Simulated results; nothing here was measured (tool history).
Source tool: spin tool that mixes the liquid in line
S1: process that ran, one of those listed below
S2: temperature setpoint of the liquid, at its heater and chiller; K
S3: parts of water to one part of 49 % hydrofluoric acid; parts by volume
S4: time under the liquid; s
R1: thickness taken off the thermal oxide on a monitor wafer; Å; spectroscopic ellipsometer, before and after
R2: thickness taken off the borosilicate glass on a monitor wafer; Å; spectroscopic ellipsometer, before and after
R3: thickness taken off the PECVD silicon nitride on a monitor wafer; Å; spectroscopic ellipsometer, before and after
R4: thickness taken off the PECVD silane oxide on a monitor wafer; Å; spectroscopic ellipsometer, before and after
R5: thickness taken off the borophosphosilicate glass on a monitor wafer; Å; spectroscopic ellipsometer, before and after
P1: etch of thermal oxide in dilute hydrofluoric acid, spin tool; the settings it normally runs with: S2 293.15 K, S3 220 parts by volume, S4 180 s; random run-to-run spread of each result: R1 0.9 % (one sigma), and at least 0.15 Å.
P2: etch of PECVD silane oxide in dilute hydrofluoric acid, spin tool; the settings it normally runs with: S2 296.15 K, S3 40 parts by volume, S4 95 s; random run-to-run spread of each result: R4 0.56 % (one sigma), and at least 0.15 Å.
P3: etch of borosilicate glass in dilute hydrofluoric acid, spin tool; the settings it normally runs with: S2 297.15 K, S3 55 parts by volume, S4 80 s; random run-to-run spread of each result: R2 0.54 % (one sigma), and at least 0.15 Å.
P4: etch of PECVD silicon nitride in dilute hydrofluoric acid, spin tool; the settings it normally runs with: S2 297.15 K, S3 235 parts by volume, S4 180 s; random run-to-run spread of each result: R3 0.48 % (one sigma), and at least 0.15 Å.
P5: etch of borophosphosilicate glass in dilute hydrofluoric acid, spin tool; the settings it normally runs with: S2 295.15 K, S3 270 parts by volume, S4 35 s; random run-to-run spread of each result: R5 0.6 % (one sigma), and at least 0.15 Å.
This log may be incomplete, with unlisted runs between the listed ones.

| run | day | S1 | S2 | S3 | S4 | R1 | R2 | R3 | R4 | R5 |
|---|---|---|---|---|---|---|---|---|---|---|
| 1 | 0.258 | P1 | 293.15 | 220 | 180 | 28.586 |  |  |  |  |
| 2 | 0.517 | P1 | 293.15 | 40 | 180 | 190.97 |  |  |  |  |
| 3 | 0.962 | P1 | 293.15 | 220 | 100 | 15.722 |  |  |  |  |
| 4 | 1.404 | P3 | 297.15 | 55 | 120 |  | 660.01 |  |  |  |
| 5 | 1.683 | P1 | 293.15 | 400 | 180 | 13.465 |  |  |  |  |
| 6 | 2.025 | P1 | 293.15 | 220 | 300 | 46.782 |  |  |  |  |
| 7 | 2.371 | P4 | 297.15 | 235 | 180 |  |  | 43.37 |  |  |
| 8 | 2.829 | P4 | 297.15 | 235 | 180 |  |  | 43.449 |  |  |
| 9 | 3.112 | P2 | 296.15 | 40 | 145 |  |  |  | 880.69 |  |
| 10 | 3.367 | P1 | 293.15 | 220 | 180 | 28.553 |  |  |  |  |
| 11 | 3.821 | P5 | 295.15 | 270 | 35 |  |  |  |  | 57.711 |
|  | 4.025 | hydrofluoric acid flow meter replaced |
| 12 | 4.196 | P1 | 297.65 | 220 | 180 | 33.532 |  |  |  |  |
| 13 | 4.708 | P3 | 297.15 | 95 | 80 |  | 241.83 |  |  |  |
| 14 | 4.962 | P2 | 296.15 | 20 | 95 |  |  |  | 1170 |  |
| 15 | 5.408 | P1 | 290.15 | 220 | 270 | 37.631 |  |  |  |  |
| 16 | 5.65 | P1 | 293.15 | 220 | 180 | 29.225 |  |  |  |  |
| 17 | 6.129 | P1 | 293.15 | 220 | 180 | 28.338 |  |  |  |  |
| 18 | 6.375 | P1 | 293.15 | 220 | 180 | 28.461 |  |  |  |  |
| 19 | 6.608 | P4 | 290.15 | 235 | 180 |  |  | 26.927 |  |  |
| 20 | 6.929 | P2 | 296.15 | 40 | 95 |  |  |  | 578.39 |  |
| 21 | 7.338 | P5 | 290.65 | 270 | 35 |  |  |  |  | 48.705 |
| 22 | 7.579 | P2 | 304.15 | 40 | 95 |  |  |  | 797.18 |  |
| 23 | 7.983 | P5 | 295.15 | 105 | 35 |  |  |  |  | 176.81 |
| 24 | 8.3 | P1 | 293.15 | 130 | 15 | 4.3451 |  |  |  |  |
| 25 | 8.638 | P4 | 297.15 | 435 | 180 |  |  | 23.051 |  |  |
| 26 | 9.083 | P2 | 296.15 | 40 | 95 |  |  |  | 572.19 |  |
| 27 | 9.412 | P1 | 290.15 | 220 | 180 | 25.04 |  |  |  |  |
| 28 | 9.725 | P3 | 297.15 | 55 | 80 |  | 435.37 |  |  |  |
| 29 | 10.004 | P4 | 297.15 | 235 | 40 |  |  | 9.5129 |  |  |
| 30 | 10.304 | P5 | 295.15 | 270 | 15 |  |  |  |  | 24.404 |
| 31 | 10.675 | P3 | 302.65 | 55 | 80 |  | 546.25 |  |  |  |
| 32 | 11.071 | P1 | 293.15 | 220 | 180 | 28.353 |  |  |  |  |
| 33 | 11.433 | P1 | 293.15 | 220 | 180 | 29.393 |  |  |  |  |
| 34 | 11.917 | P1 | 293.15 | 220 | 180 | 29.407 |  |  |  |  |
| 35 | 12.367 | P1 | 293.15 | 220 | 180 | 30.282 |  |  |  |  |
| 36 | 12.646 | P1 | 293.15 | 220 | 180 | 30.408 |  |  |  |  |
| 37 | 12.971 | P1 | 293.15 | 220 | 180 | 30.209 |  |  |  |  |
| 38 | 13.225 | P1 | 293.15 | 220 | 180 | 30.302 |  |  |  |  |
| 39 | 13.629 | P1 | 293.15 | 220 | 180 | 30.997 |  |  |  |  |
| 40 | 13.892 | P1 | 293.15 | 220 | 180 | 30.352 |  |  |  |  |

What P1 gives has crept away from where it was. These 2 causes fit the log equally well, each at the size given:
A: hydrofluoric acid flow above the setpoint (%) = 6.05
B: liquid hotter than its thermometer reads (K) = 1.88
Onset of the creep was near day 11.071.

The check runs listed below each take one wafer, and their results are still question marks. Under which run would the listed causes lead to clearly different results?
| check 1 | 14.154 | P3 | 297.15 | 85 | 80 |  | ? |  |  |  |
| check 2 | 14.154 | P4 | 297.15 | 380 | 180 |  |  | ? |  |  |
| check 3 | 14.154 | P5 | 295.15 | 175 | 35 |  |  |  |  | ? |
| check 4 | 14.154 | P2 | 302.15 | 40 | 95 |  |  |  | ? |  |

Expected result of each check under each candidate cause:
| check | result | if A | if B |
|---|---|---|---|
| check 1 | R2 | 292.55 | 295.44 |
| check 2 | R3 | 28.455 | 29.99 |
| check 3 | R5 | 105.3 | 105.52 |
| check 4 | R4 | 780.52 | 790.23 |
How far apart the two closest causes lie, in the result that separates them most: check 1 0.98 %; check 2 5.25 %; check 3 0.21 %; check 4 1.24 %
Only check 2 tells the causes apart: in the others they would give nearly the same result.

The results of check 2 are: R3 28.507 Å. Based on these, which of the listed causes is it?

The cause is A: hydrofluoric acid flow above the setpoint (%).
